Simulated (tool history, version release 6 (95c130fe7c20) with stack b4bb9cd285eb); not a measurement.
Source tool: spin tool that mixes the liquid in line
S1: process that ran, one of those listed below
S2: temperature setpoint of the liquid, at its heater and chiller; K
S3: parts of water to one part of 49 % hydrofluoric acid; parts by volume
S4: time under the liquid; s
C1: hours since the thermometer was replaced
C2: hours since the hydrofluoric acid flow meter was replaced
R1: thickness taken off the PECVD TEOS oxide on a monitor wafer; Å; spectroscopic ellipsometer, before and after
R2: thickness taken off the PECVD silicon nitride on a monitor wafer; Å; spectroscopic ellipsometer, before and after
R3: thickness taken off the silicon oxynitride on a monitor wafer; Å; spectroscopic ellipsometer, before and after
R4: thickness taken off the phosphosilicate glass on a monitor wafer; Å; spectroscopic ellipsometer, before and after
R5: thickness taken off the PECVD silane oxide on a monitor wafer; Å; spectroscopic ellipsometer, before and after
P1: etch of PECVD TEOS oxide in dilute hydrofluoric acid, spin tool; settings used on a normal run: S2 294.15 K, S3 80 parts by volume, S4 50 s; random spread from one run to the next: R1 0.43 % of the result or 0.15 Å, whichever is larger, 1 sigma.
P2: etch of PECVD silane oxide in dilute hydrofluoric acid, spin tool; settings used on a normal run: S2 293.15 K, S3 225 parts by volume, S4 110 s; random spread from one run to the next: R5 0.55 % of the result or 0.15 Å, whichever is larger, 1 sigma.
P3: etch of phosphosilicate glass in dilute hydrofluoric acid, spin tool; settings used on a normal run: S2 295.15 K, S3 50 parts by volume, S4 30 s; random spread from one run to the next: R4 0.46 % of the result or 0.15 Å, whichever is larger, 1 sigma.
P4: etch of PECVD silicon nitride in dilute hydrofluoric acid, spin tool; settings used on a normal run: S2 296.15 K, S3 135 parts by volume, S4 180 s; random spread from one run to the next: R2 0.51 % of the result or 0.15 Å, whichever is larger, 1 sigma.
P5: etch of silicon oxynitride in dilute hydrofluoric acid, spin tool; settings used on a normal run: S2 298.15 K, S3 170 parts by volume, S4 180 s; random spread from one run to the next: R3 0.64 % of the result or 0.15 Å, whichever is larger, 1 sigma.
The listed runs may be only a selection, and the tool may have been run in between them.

run 1 day=0.425 | S1=P1 S2=294.15 S3=80 S4=50 | C1=1043.4 C2=1093 | R1=49.865
run 2 day=0.683 | S1=P1 S2=294.15 S3=80 S4=50 | C1=1049.6 C2=1099.2 | R1=49.457
run 3 day=1.046 | S1=P1 S2=294.15 S3=20 S4=50 | C1=1058.3 C2=1107.9 | R1=213.51
run 4 day=1.275 | S1=P4 S2=296.15 S3=135 S4=180 | C1=1063.8 C2=1113.4 | R2=68.513
run 5 day=1.562 | S1=P5 S2=298.15 S3=170 S4=180 | C1=1070.7 C2=1120.3 | R3=46.151
run 6 day=1.854 | S1=P1 S2=290.15 S3=80 S4=50 | C1=1077.7 C2=1127.3 | R1=41.945
run 7 day=2.196 | S1=P1 S2=294.15 S3=80 S4=50 | C1=1085.9 C2=1135.5 | R1=50.12
run 8 day=2.504 | S1=P1 S2=294.15 S3=80 S4=15 | C1=1093.3 C2=1142.9 | R1=14.702
run 9 day=2.942 | S1=P1 S2=294.15 S3=80 S4=50 | C1=1103.8 C2=1153.4 | R1=49.973
run 10 day=3.154 | S1=P5 S2=298.15 S3=170 S4=180 | C1=1108.9 C2=1158.5 | R3=46.212
run 11 day=3.546 | S1=P4 S2=296.15 S3=220 S4=180 | C1=1118.3 C2=1167.9 | R2=41.999
run 12 day=3.788 | S1=P3 S2=295.15 S3=50 S4=30 | C1=1124.1 C2=1173.7 | R4=1192.4
run 13 day=4.192 | S1=P2 S2=293.15 S3=225 S4=205 | C1=1133.8 C2=1183.4 | R5=191.62
run 14 day=4.546 | S1=P4 S2=291.65 S3=135 S4=180 | C1=1142.3 C2=1191.9 | R2=51.207
run 15 day=4.746 | S1=P2 S2=293.15 S3=225 S4=110 | C1=1147.1 C2=1196.7 | R5=102.25
run 16 day=5.121 | S1=P1 S2=294.15 S3=145 S4=50 | C1=1156.1 C2=1205.7 | R1=25.449
run 17 day=5.538 | S1=P1 S2=294.15 S3=115 S4=80 | C1=1166.1 C2=1215.7 | R1=53.228
run 18 day=5.938 | S1=P3 S2=299.65 S3=50 S4=30 | C1=1175.7 C2=1225.3 | R4=1431.4
run 19 day=6.138 | S1=P5 S2=298.15 S3=70 S4=180 | C1=1180.5 C2=1230.1 | R3=120.59
run 20 day=6.521 | S1=P1 S2=301.15 S3=80 S4=50 | C1=1189.7 C2=1239.3 | R1=65.151
run 21 day=6.75 | S1=P2 S2=293.15 S3=225 S4=110 | C1=1195.2 C2=1244.8 | R5=103.78
run 22 day=7 | S1=P1 S2=294.15 S3=80 S4=50 | C1=1201.2 C2=1250.8 | R1=50.143
run 23 day=7.221 | S1=P2 S2=293.15 S3=120 S4=110 | C1=1206.5 C2=1256.1 | R5=218.21
run 24 day=7.421 | S1=P1 S2=294.15 S3=80 S4=50 | C1=1211.3 C2=1260.9 | R1=49.72
run 25 day=7.825 | S1=P5 S2=298.15 S3=170 S4=45 | C1=1221 C2=1270.6 | R3=11.258
run 26 day=8.225 | S1=P3 S2=295.15 S3=50 S4=30 | C1=1230.6 C2=1280.2 | R4=1198.1
run 27 day=8.629 | S1=P2 S2=290.15 S3=225 S4=110 | C1=1240.3 C2=1289.9 | R5=92.287
run 28 day=8.854 | S1=P1 S2=297.65 S3=80 S4=80 | C1=1245.7 C2=1295.3 | R1=92.163
run 29 day=9.296 | S1=P3 S2=295.15 S3=20 S4=30 | C1=1256.3 C2=1305.9 | R4=3109.8
run 30 day=9.675 | S1=P1 S2=294.15 S3=80 S4=85 | C1=1265.4 C2=1315 | R1=84.551
run 31 day=10.012 | S1=P5 S2=303.15 S3=170 S4=180 | C1=1273.5 C2=1323.1 | R3=56.963
run 32 day=10.388 | S1=P3 S2=295.15 S3=50 S4=15 | C1=1282.5 C2=1332.1 | R4=592.12
run 33 day=10.767 | S1=P4 S2=296.15 S3=135 S4=55 | C1=1291.6 C2=1341.2 | R2=20.734
run 34 day=11.071 | S1=P1 S2=294.15 S3=80 S4=50 | C1=1298.9 C2=1348.5 | R1=49.532
run 35 day=11.425 | S1=P1 S2=294.15 S3=80 S4=50 | C1=1307.4 C2=1357 | R1=51.172
run 36 day=11.833 | S1=P1 S2=294.15 S3=80 S4=50 | C1=1317.2 C2=1366.8 | R1=51.666
run 37 day=12.238 | S1=P1 S2=294.15 S3=80 S4=50 | C1=1326.9 C2=1376.5 | R1=52.623
run 38 day=12.558 | S1=P1 S2=294.15 S3=80 S4=50 | C1=1334.6 C2=1384.2 | R1=52.61
run 39 day=12.942 | S1=P1 S2=294.15 S3=80 S4=50 | C1=1343.8 C2=1393.4 | R1=53.118
run 40 day=13.192 | S1=P1 S2=294.15 S3=80 S4=50 | C1=1349.8 C2=1399.4 | R1=53.455
run 41 day=13.404 | S1=P1 S2=294.15 S3=80 S4=50 | C1=1354.9 C2=1404.5 | R1=53.418

Forecast run 42:
run 42 day=13.704 | S1=P1 S2=294.15 S3=80 S4=50 | C1=1362.1 C2=1411.7 | R1=?

R1: 53.226 Å

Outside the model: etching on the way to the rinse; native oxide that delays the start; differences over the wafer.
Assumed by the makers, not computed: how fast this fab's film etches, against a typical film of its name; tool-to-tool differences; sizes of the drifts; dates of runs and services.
